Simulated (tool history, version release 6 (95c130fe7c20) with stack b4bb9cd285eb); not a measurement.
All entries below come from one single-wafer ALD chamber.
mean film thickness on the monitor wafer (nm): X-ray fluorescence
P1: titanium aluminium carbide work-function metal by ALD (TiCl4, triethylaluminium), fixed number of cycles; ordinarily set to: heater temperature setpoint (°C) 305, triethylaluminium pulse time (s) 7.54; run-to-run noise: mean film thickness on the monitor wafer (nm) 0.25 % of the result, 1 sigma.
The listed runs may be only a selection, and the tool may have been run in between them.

| run | hour | heater temperature setpoint (°C) | triethylaluminium pulse time (s) | hours since the last thermocouple change | hours since the last triethylaluminium bottle change | mean film thickness on the monitor wafer (nm) |
|---|---|---|---|---|---|---|
| 1 | 4.8 | 305 | 7.54 | 553.6 | 260.3 | 2.0016 |
| 2 | 11.0 | 327 | 7.54 | 559.8 | 266.5 | 2.1889 |
| 3 | 14.4 | 305 | 7.54 | 563.2 | 269.9 | 1.9974 |
| 4 | 20.7 | 305 | 7.54 | 569.5 | 276.2 | 1.9929 |
| 5 | 25.2 | 305 | 11.79 | 574.0 | 280.7 | 2.1181 |
| 6 | 31.3 | 289 | 7.54 | 580.1 | 286.8 | 1.8630 |
| 7 | 38.8 | 305 | 7.54 | 587.6 | 294.3 | 1.9879 |
| 8 | 43.5 | 287 | 11.78 | 592.3 | 299.0 | 1.9618 |
| 9 | 49.6 | 305 | 4.02 | 598.4 | 305.1 | 1.6177 |
| 10 | 54.3 | 289 | 11.82 | 603.1 | 309.8 | 1.9828 |
| 11 | 61.8 | 305 | 7.54 | 610.6 | 317.3 | 2.0014 |
| 12 | 67.9 | 305 | 7.54 | 616.7 | 323.4 | 2.0046 |
| 13 | 73.7 | 305 | 7.54 | 622.5 | 329.2 | 1.9833 |
| 14 | 79.0 | 305 | 7.54 | 627.8 | 334.5 | 1.9700 |
| 15 | 83.1 | 305 | 7.54 | 631.9 | 338.6 | 1.9770 |
| 16 | 86.9 | 305 | 7.54 | 635.7 | 342.4 | 1.9595 |
| 17 | 90.6 | 305 | 7.54 | 639.4 | 346.1 | 1.9596 |
| 18 | 95.2 | 305 | 7.54 | 644.0 | 350.7 | 1.9535 |
| 19 | 99.8 | 305 | 7.54 | 648.6 | 355.3 | 1.9502 |
| 20 | 106.9 | 305 | 7.54 | 655.7 | 362.4 | 1.9580 |
| 21 | 114.4 | 305 | 7.54 | 663.2 | 369.9 | 1.9578 |

Something has made what P1 gives creep away from where it was; the 2 causes below, each at its own stated size, fit the log equally well:
A: wafer temperature below the value expected at the setpoint (K) = 5.23
B: triethylaluminium dose below that of a fresh bottle (%) = 9.42
The drift started at roughly hour 67.9.

Which of the 4 check runs listed below separates the causes, so that each cause would produce a clearly different result? Each run uses one wafer, and its results are marked with question marks.
| check 1 | 121.9 | 321 | 7.54 |  |  | ? |
| check 2 | 121.9 | 319 | 7.54 |  |  | ? |
| check 3 | 121.9 | 305 | 4.26 |  |  | ? |
| check 4 | 121.9 | 293 | 7.54 |  |  | ? |

What every check run would give for each of its results, assuming each possible cause in turn:
| check | result | if A | if B |
|---|---|---|---|
| check 1 | mean film thickness on the monitor wafer (nm) | 2.0903 | 2.0879 |
| check 2 | mean film thickness on the monitor wafer (nm) | 2.0732 | 2.0710 |
| check 3 | mean film thickness on the monitor wafer (nm) | 1.6246 | 1.5879 |
| check 4 | mean film thickness on the monitor wafer (nm) | 1.8522 | 1.8540 |
Gap, in per cent, between the two causes that each check separates least, read from the result that separates them most: check 1 0.12 %; check 2 0.1 %; check 3 2.28 %; check 4 0.1 %
Check 3 is the one run that separates the causes; every other check would come out nearly the same whichever cause is at work.

Here is what check 3 returned: mean film thickness on the monitor wafer (nm) 1.5870. Which cause is it?

It was cause B: triethylaluminium dose below that of a fresh bottle (%).
